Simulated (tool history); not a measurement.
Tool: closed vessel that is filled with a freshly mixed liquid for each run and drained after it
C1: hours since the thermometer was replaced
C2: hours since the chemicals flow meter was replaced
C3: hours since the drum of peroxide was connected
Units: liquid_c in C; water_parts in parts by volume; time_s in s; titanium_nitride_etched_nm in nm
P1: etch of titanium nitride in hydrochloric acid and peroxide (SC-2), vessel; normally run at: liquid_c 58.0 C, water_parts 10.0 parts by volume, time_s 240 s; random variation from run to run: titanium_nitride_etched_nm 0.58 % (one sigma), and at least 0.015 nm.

{"run": 1, "hour": 2.9, "liquid_c": 58.0, "water_parts": 10.0, "time_s": 240, "C1": 475.0, "C2": 150.3, "C3": 274.4, "titanium_nitride_etched_nm": 6.0095}
{"run": 2, "hour": 7.5, "liquid_c": 58.0, "water_parts": 10.0, "time_s": 30, "C1": 479.6, "C2": 154.9, "C3": 279.0, "titanium_nitride_etched_nm": 0.73794}
{"run": 3, "hour": 10.8, "liquid_c": 58.0, "water_parts": 16.5, "time_s": 240, "C1": 482.9, "C2": 158.2, "C3": 282.3, "titanium_nitride_etched_nm": 3.8864}
{"run": 4, "hour": 14.1, "liquid_c": 58.0, "water_parts": 4.0, "time_s": 240, "C1": 486.2, "C2": 161.5, "C3": 285.6, "titanium_nitride_etched_nm": 12.013}
{"hour": 14.3, "done": "new drum of peroxide connected"}
{"run": 5, "hour": 19.7, "liquid_c": 58.0, "water_parts": 10.0, "time_s": 240, "C1": 491.8, "C2": 167.1, "C3": 5.5, "titanium_nitride_etched_nm": 5.9974}
{"run": 6, "hour": 23.6, "liquid_c": 58.0, "water_parts": 10.0, "time_s": 240, "C1": 495.7, "C2": 171.0, "C3": 9.4, "titanium_nitride_etched_nm": 6.109}
{"run": 7, "hour": 28.4, "liquid_c": 72.0, "water_parts": 10.0, "time_s": 240, "C1": 500.5, "C2": 175.8, "C3": 14.2, "titanium_nitride_etched_nm": 14.293}
{"hour": 28.8, "done": "thermometer replaced"}
{"run": 8, "hour": 32.4, "liquid_c": 58.0, "water_parts": 10.0, "time_s": 240, "C1": 3.7, "C2": 179.8, "C3": 18.2, "titanium_nitride_etched_nm": 6.0386}
{"run": 9, "hour": 37.2, "liquid_c": 58.0, "water_parts": 10.0, "time_s": 240, "C1": 8.5, "C2": 184.6, "C3": 23.0, "titanium_nitride_etched_nm": 6.0348}
{"hour": 37.4, "done": "chemicals flow meter replaced"}
{"run": 10, "hour": 41.2, "liquid_c": 58.0, "water_parts": 6.5, "time_s": 425, "C1": 12.5, "C2": 3.8, "C3": 27.0, "titanium_nitride_etched_nm": 15.039}
{"run": 11, "hour": 44.8, "liquid_c": 43.5, "water_parts": 10.0, "time_s": 240, "C1": 16.1, "C2": 7.4, "C3": 30.6, "titanium_nitride_etched_nm": 2.2715}
{"run": 12, "hour": 48.8, "liquid_c": 58.0, "water_parts": 10.0, "time_s": 240, "C1": 20.1, "C2": 11.4, "C3": 34.6, "titanium_nitride_etched_nm": 6.0591}
{"run": 13, "hour": 52.2, "liquid_c": 58.0, "water_parts": 10.0, "time_s": 485, "C1": 23.5, "C2": 14.8, "C3": 38.0, "titanium_nitride_etched_nm": 12.127}
{"run": 14, "hour": 57.3, "liquid_c": 58.0, "water_parts": 10.0, "time_s": 240, "C1": 28.6, "C2": 19.9, "C3": 43.1, "titanium_nitride_etched_nm": 6.0121}
{"run": 15, "hour": 63.0, "liquid_c": 58.0, "water_parts": 10.0, "time_s": 240, "C1": 34.3, "C2": 25.6, "C3": 48.8, "titanium_nitride_etched_nm": 6.2494}
{"run": 16, "hour": 66.3, "liquid_c": 58.0, "water_parts": 10.0, "time_s": 240, "C1": 37.6, "C2": 28.9, "C3": 52.1, "titanium_nitride_etched_nm": 6.3}
{"run": 17, "hour": 70.8, "liquid_c": 58.0, "water_parts": 10.0, "time_s": 240, "C1": 42.1, "C2": 33.4, "C3": 56.6, "titanium_nitride_etched_nm": 6.4669}
{"run": 18, "hour": 74.7, "liquid_c": 58.0, "water_parts": 10.0, "time_s": 240, "C1": 46.0, "C2": 37.3, "C3": 60.5, "titanium_nitride_etched_nm": 6.5871}
{"run": 19, "hour": 80.3, "liquid_c": 58.0, "water_parts": 10.0, "time_s": 240, "C1": 51.6, "C2": 42.9, "C3": 66.1, "titanium_nitride_etched_nm": 6.4931}
{"run": 20, "hour": 82.9, "liquid_c": 58.0, "water_parts": 10.0, "time_s": 240, "C1": 54.2, "C2": 45.5, "C3": 68.7, "titanium_nitride_etched_nm": 6.5367}
{"run": 21, "hour": 86.3, "liquid_c": 58.0, "water_parts": 10.0, "time_s": 240, "C1": 57.6, "C2": 48.9, "C3": 72.1, "titanium_nitride_etched_nm": 6.5124}
{"run": 22, "hour": 90.3, "liquid_c": 58.0, "water_parts": 10.0, "time_s": 240, "C1": 61.6, "C2": 52.9, "C3": 76.1, "titanium_nitride_etched_nm": 6.5634}

What P1 gives has crept away from where it was. These 2 causes fit the log equally well, each at the size given:
A: liquid hotter than its thermometer reads (K) = 1.34
B: chemicals flow above the setpoint (%) = 10.7
The creep began at about hour 57.3.
Why every other cause is out:
peroxide weaker than its label (%): at most 8, which would move titanium_nitride_etched_nm by -7.4 %: too little, or the wrong way

4 check runs are offered, each on 5 wafers whose results are averaged, their results left as question marks. Which one tells the causes apart?
{"run": "check 1", "hour": 94.3, "liquid_c": 44.5, "water_parts": 4.5, "time_s": 240, "titanium_nitride_etched_nm": "?"}
{"run": "check 2", "hour": 94.3, "liquid_c": 72.0, "water_parts": 10.0, "time_s": 60, "titanium_nitride_etched_nm": "?"}
{"run": "check 3", "hour": 94.3, "liquid_c": 72.0, "water_parts": 10.0, "time_s": 65, "titanium_nitride_etched_nm": "?"}
{"run": "check 4", "hour": 94.3, "liquid_c": 72.0, "water_parts": 10.0, "time_s": 460, "titanium_nitride_etched_nm": "?"}

What each check would give under each cause:
check=check_1 result=titanium_nitride_etched_nm if_A=4.99400 if_B=4.88130
check=check_2 result=titanium_nitride_etched_nm if_A=3.82370 if_B=3.84670
check=check_3 result=titanium_nitride_etched_nm if_A=4.14230 if_B=4.16720
check=check_4 result=titanium_nitride_etched_nm if_A=29.31500 if_B=29.49100
How far apart the two closest causes lie, in the result that separates them most: check 1 2.28 %; check 2 0.6 %; check 3 0.6 %; check 4 0.6 %
Only check 1 tells the causes apart: in the others they would give nearly the same result.

Then check 1 was run and gave: titanium_nitride_etched_nm 4.88270 nm. Which cause is it?

It is B: chemicals flow above the setpoint (%).

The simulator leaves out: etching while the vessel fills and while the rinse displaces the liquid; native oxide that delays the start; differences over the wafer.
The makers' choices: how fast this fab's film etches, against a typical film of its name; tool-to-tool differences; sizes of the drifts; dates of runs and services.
